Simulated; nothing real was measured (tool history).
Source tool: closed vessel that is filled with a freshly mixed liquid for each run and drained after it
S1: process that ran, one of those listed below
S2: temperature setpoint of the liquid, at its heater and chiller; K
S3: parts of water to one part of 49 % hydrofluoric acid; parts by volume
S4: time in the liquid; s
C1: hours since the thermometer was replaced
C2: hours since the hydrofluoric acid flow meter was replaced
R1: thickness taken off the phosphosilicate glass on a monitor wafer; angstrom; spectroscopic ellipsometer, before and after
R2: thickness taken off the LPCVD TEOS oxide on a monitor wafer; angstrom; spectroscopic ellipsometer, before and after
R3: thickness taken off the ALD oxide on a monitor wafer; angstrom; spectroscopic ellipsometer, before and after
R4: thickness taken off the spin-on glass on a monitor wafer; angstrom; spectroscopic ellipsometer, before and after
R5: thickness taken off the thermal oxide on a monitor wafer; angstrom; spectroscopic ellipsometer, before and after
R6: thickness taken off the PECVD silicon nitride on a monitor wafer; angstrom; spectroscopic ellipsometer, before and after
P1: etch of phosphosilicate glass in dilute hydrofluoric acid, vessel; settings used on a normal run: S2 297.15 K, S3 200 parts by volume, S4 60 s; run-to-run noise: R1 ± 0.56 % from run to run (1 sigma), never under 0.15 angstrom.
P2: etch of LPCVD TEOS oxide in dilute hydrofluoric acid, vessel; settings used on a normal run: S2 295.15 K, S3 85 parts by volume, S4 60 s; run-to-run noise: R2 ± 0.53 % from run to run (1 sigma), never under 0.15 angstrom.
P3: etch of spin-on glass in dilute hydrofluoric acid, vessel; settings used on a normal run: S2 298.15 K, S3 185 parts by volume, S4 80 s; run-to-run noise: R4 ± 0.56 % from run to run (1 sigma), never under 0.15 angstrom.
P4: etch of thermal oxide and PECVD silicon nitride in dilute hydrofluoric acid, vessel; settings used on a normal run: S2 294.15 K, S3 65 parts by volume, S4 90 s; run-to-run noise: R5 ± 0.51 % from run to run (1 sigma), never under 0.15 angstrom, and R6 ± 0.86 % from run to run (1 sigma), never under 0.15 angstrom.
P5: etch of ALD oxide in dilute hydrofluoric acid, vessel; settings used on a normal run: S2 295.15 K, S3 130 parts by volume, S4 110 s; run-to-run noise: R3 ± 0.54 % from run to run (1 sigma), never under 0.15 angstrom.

Run 1, hour 11.6: S1 P1, S2 297.15 K, S3 200 parts by volume, S4 60 s; C1 466.8; C2 237. Result: R1 321.53 angstrom.
Run 2, hour 22.5: S1 P2, S2 295.15 K, S3 85 parts by volume, S4 60 s; C1 477.7; C2 247.9. Result: R2 130.95 angstrom.
Run 3, hour 32.7: S1 P1, S2 297.15 K, S3 200 parts by volume, S4 60 s; C1 487.9; C2 258.1. Result: R1 319.67 angstrom.
Run 4, hour 43.8: S1 P1, S2 292.15 K, S3 130 parts by volume, S4 60 s; C1 499; C2 269.2. Result: R1 433.35 angstrom.
Run 5, hour 52: S1 P5, S2 295.15 K, S3 130 parts by volume, S4 110 s; C1 507.2; C2 277.4. Result: R3 84.845 angstrom.
Run 6, hour 61.3: S1 P1, S2 292.15 K, S3 200 parts by volume, S4 60 s; C1 516.5; C2 286.7. Result: R1 263.47 angstrom.
Run 7, hour 69: S1 P1, S2 297.15 K, S3 35 parts by volume, S4 60 s; C1 524.2; C2 294.4. Result: R1 2206 angstrom.
Run 8, hour 77.4: S1 P1, S2 297.15 K, S3 200 parts by volume, S4 60 s; C1 532.6; C2 302.8. Result: R1 321.08 angstrom.
Run 9, hour 88: S1 P1, S2 297.15 K, S3 200 parts by volume, S4 60 s; C1 543.2; C2 313.4. Result: R1 318.92 angstrom.
Run 10, hour 94.3: S1 P3, S2 298.15 K, S3 185 parts by volume, S4 80 s; C1 549.5; C2 319.7. Result: R4 116.3 angstrom.
Run 11, hour 102.1: S1 P5, S2 302.15 K, S3 130 parts by volume, S4 110 s; C1 557.3; C2 327.5. Result: R3 109.7 angstrom.
Run 12, hour 110.3: S1 P3, S2 298.15 K, S3 185 parts by volume, S4 80 s; C1 565.5; C2 335.7. Result: R4 117.39 angstrom.
Run 13, hour 121.7: S1 P1, S2 302.15 K, S3 200 parts by volume, S4 60 s; C1 576.9; C2 347.1. Result: R1 380.62 angstrom.
Run 14, hour 129: S1 P2, S2 295.15 K, S3 85 parts by volume, S4 60 s; C1 584.2; C2 354.4. Result: R2 129.2 angstrom.
Run 15, hour 137.7: S1 P2, S2 300.15 K, S3 85 parts by volume, S4 60 s; C1 592.9; C2 363.1. Result: R2 156.37 angstrom.
At hour 147.1: hydrofluoric acid flow meter replaced.
Run 16, hour 148.2: S1 P1, S2 297.15 K, S3 200 parts by volume, S4 105 s; C1 603.4; C2 1.2. Result: R1 565.84 angstrom.
Run 17, hour 155.2: S1 P4, S2 294.15 K, S3 30 parts by volume, S4 90 s; C1 610.4; C2 8.2. Result: R5 139.52 angstrom, R6 68.196 angstrom.
Run 18, hour 166.9: S1 P5, S2 295.15 K, S3 180 parts by volume, S4 110 s; C1 622.1; C2 19.9. Result: R3 57.88 angstrom.
Run 19, hour 176.4: S1 P4, S2 294.15 K, S3 65 parts by volume, S4 30 s; C1 631.6; C2 29.4. Result: R5 20.66 angstrom, R6 10.692 angstrom.
Run 20, hour 185.9: S1 P5, S2 295.15 K, S3 130 parts by volume, S4 35 s; C1 641.1; C2 38.9. Result: R3 26.903 angstrom.
Run 21, hour 192.6: S1 P5, S2 295.15 K, S3 130 parts by volume, S4 110 s; C1 647.8; C2 45.6. Result: R3 84.813 angstrom.
At hour 203.3: thermometer replaced.
Run 22, hour 204.8: S1 P3, S2 298.15 K, S3 65 parts by volume, S4 80 s; C1 1.6; C2 57.8. Result: R4 387.03 angstrom.
Run 23, hour 212.9: S1 P2, S2 295.15 K, S3 25 parts by volume, S4 60 s; C1 9.7; C2 65.9. Result: R2 470.52 angstrom.
Run 24, hour 220.4: S1 P2, S2 295.15 K, S3 85 parts by volume, S4 115 s; C1 17.2; C2 73.4. Result: R2 247.3 angstrom.
Run 25, hour 229.7: S1 P1, S2 297.15 K, S3 200 parts by volume, S4 30 s; C1 26.5; C2 82.7. Result: R1 159.64 angstrom.
Run 26, hour 235.4: S1 P4, S2 294.15 K, S3 65 parts by volume, S4 90 s; C1 32.2; C2 88.4. Result: R5 61.272 angstrom, R6 32.446 angstrom.
Run 27, hour 241.5: S1 P1, S2 292.15 K, S3 275 parts by volume, S4 60 s; C1 38.3; C2 94.5. Result: R1 179.28 angstrom.
Run 28, hour 253.9: S1 P3, S2 291.65 K, S3 185 parts by volume, S4 80 s; C1 50.7; C2 106.9. Result: R4 90.537 angstrom.
Run 29, hour 259.9: S1 P4, S2 290.15 K, S3 65 parts by volume, S4 90 s; C1 56.7; C2 112.9. Result: R5 51.922 angstrom, R6 24.425 angstrom.

Run 30 has not been measured yet. What should we expect?
Run 30, hour 268.6: S1 P4, S2 294.15 K, S3 65 parts by volume, S4 90 s; C1 65.4; C2 121.6. Result: R5 ?, R6 ?.

Logged for run 30: R5 61.535 angstrom, R6 32.377 angstrom.
